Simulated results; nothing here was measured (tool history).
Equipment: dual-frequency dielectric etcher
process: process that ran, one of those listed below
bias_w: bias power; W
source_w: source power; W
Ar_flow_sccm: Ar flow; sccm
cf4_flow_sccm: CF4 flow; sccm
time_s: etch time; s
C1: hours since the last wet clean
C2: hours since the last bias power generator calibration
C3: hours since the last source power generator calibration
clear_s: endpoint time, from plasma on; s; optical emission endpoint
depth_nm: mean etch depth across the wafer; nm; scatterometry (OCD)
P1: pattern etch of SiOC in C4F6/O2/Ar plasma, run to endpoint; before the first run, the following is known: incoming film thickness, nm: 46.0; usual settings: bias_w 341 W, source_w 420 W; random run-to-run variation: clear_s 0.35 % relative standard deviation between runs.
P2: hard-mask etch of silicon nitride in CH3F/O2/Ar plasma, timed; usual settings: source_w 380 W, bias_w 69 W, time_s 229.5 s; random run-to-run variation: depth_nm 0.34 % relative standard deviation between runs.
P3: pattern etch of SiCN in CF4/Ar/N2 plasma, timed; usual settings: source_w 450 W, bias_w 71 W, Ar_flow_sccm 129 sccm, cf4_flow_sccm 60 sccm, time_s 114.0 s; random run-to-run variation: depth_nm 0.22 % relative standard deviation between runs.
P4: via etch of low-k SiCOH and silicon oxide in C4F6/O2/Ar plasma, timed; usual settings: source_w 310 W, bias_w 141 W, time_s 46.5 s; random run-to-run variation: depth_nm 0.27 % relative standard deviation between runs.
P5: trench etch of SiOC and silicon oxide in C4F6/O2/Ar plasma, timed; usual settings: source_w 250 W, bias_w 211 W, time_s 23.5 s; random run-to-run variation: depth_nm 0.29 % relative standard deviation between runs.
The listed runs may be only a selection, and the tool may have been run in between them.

{"run": 1, "hour": 17.7, "process": "P1", "bias_w": 341, "source_w": 420, "C1": 149.9, "C2": 1374.9, "C3": 732.6, "clear_s": 18.144}
{"run": 2, "hour": 34.7, "process": "P3", "bias_w": 71, "source_w": 630, "Ar_flow_sccm": 129, "cf4_flow_sccm": 60, "time_s": 114.0, "C1": 166.9, "C2": 1391.9, "C3": 749.6, "depth_nm": 123.29}
{"run": 3, "hour": 53.8, "process": "P3", "bias_w": 71, "source_w": 450, "Ar_flow_sccm": 129, "cf4_flow_sccm": 60, "time_s": 114.0, "C1": 186.0, "C2": 1411.0, "C3": 768.7, "depth_nm": 92.01}
{"run": 4, "hour": 69.6, "process": "P1", "bias_w": 450, "source_w": 420, "C1": 201.8, "C2": 1426.8, "C3": 784.5, "clear_s": 16.423}
{"run": 5, "hour": 82.8, "process": "P2", "bias_w": 69, "source_w": 380, "time_s": 229.5, "C1": 215.0, "C2": 1440.0, "C3": 797.7, "depth_nm": 154.14}
{"run": 6, "hour": 94.1, "process": "P5", "bias_w": 211, "source_w": 250, "time_s": 16.5, "C1": 226.3, "C2": 1451.3, "C3": 809.0, "depth_nm": 28.559}
{"run": 7, "hour": 104.6, "process": "P1", "bias_w": 218, "source_w": 420, "C1": 236.8, "C2": 1461.8, "C3": 819.5, "clear_s": 21.083}
{"run": 8, "hour": 116.7, "process": "P4", "bias_w": 141, "source_w": 310, "time_s": 25.5, "C1": 248.9, "C2": 1473.9, "C3": 831.6, "depth_nm": 51.151}
{"run": 9, "hour": 136.1, "process": "P4", "bias_w": 141, "source_w": 310, "time_s": 46.5, "C1": 268.3, "C2": 1493.3, "C3": 851.0, "depth_nm": 93.643}
{"run": 10, "hour": 144.6, "process": "P5", "bias_w": 211, "source_w": 250, "time_s": 23.5, "C1": 276.8, "C2": 1501.8, "C3": 859.5, "depth_nm": 40.56}
{"run": 11, "hour": 159.2, "process": "P1", "bias_w": 341, "source_w": 420, "C1": 291.4, "C2": 1516.4, "C3": 874.1, "clear_s": 18.062}
{"run": 12, "hour": 169.7, "process": "P2", "bias_w": 69, "source_w": 380, "time_s": 151.5, "C1": 301.9, "C2": 1526.9, "C3": 884.6, "depth_nm": 101.96}
{"run": 13, "hour": 183.4, "process": "P1", "bias_w": 341, "source_w": 420, "C1": 315.6, "C2": 1540.6, "C3": 898.3, "clear_s": 18.073}
{"run": 14, "hour": 193.1, "process": "P3", "bias_w": 87, "source_w": 450, "Ar_flow_sccm": 129, "cf4_flow_sccm": 60, "time_s": 114.0, "C1": 325.3, "C2": 1550.3, "C3": 908.0, "depth_nm": 99.484}
{"run": 15, "hour": 211.8, "process": "P3", "bias_w": 71, "source_w": 450, "Ar_flow_sccm": 129, "cf4_flow_sccm": 60, "time_s": 114.0, "C1": 344.0, "C2": 1569.0, "C3": 926.7, "depth_nm": 92.168}
{"run": 16, "hour": 226.4, "process": "P5", "bias_w": 211, "source_w": 160, "time_s": 23.5, "C1": 358.6, "C2": 1583.6, "C3": 941.3, "depth_nm": 34.378}
{"run": 17, "hour": 235.8, "process": "P1", "bias_w": 341, "source_w": 420, "C1": 368.0, "C2": 1593.0, "C3": 950.7, "clear_s": 18.151}
{"run": 18, "hour": 245.7, "process": "P5", "bias_w": 291, "source_w": 250, "time_s": 23.5, "C1": 377.9, "C2": 1602.9, "C3": 960.6, "depth_nm": 45.455}
{"run": 19, "hour": 261.4, "process": "P4", "bias_w": 186, "source_w": 310, "time_s": 46.5, "C1": 393.6, "C2": 1618.6, "C3": 976.3, "depth_nm": 102.14}
{"run": 20, "hour": 279.6, "process": "P2", "bias_w": 69, "source_w": 540, "time_s": 229.5, "C1": 411.8, "C2": 1636.8, "C3": 994.5, "depth_nm": 175.8}
{"run": 21, "hour": 297.7, "process": "P2", "bias_w": 69, "source_w": 380, "time_s": 229.5, "C1": 429.9, "C2": 1654.9, "C3": 1012.6, "depth_nm": 154.03}
{"run": 22, "hour": 313.7, "process": "P5", "bias_w": 211, "source_w": 250, "time_s": 23.5, "C1": 445.9, "C2": 1670.9, "C3": 1028.6, "depth_nm": 40.727}
{"hour": 315.3, "done": "bias power generator calibrated"}
{"run": 23, "hour": 324.4, "process": "P4", "bias_w": 141, "source_w": 440, "time_s": 46.5, "C1": 456.6, "C2": 9.2, "C3": 1039.3, "depth_nm": 107.44}
{"run": 24, "hour": 334.8, "process": "P3", "bias_w": 71, "source_w": 450, "Ar_flow_sccm": 129, "cf4_flow_sccm": 80, "time_s": 114.0, "C1": 467.0, "C2": 19.6, "C3": 1049.7, "depth_nm": 96.334}
{"run": 25, "hour": 343.8, "process": "P3", "bias_w": 71, "source_w": 450, "Ar_flow_sccm": 129, "cf4_flow_sccm": 60, "time_s": 167.5, "C1": 476.0, "C2": 28.6, "C3": 1058.7, "depth_nm": 135.72}

Forecast run 26:
{"run": 26, "hour": 358.0, "process": "P1", "bias_w": 341, "source_w": 300, "C1": 490.2, "C2": 42.8, "C3": 1072.9, "clear_s": "?"}

Run 26 gave clear_s 20.546 s.

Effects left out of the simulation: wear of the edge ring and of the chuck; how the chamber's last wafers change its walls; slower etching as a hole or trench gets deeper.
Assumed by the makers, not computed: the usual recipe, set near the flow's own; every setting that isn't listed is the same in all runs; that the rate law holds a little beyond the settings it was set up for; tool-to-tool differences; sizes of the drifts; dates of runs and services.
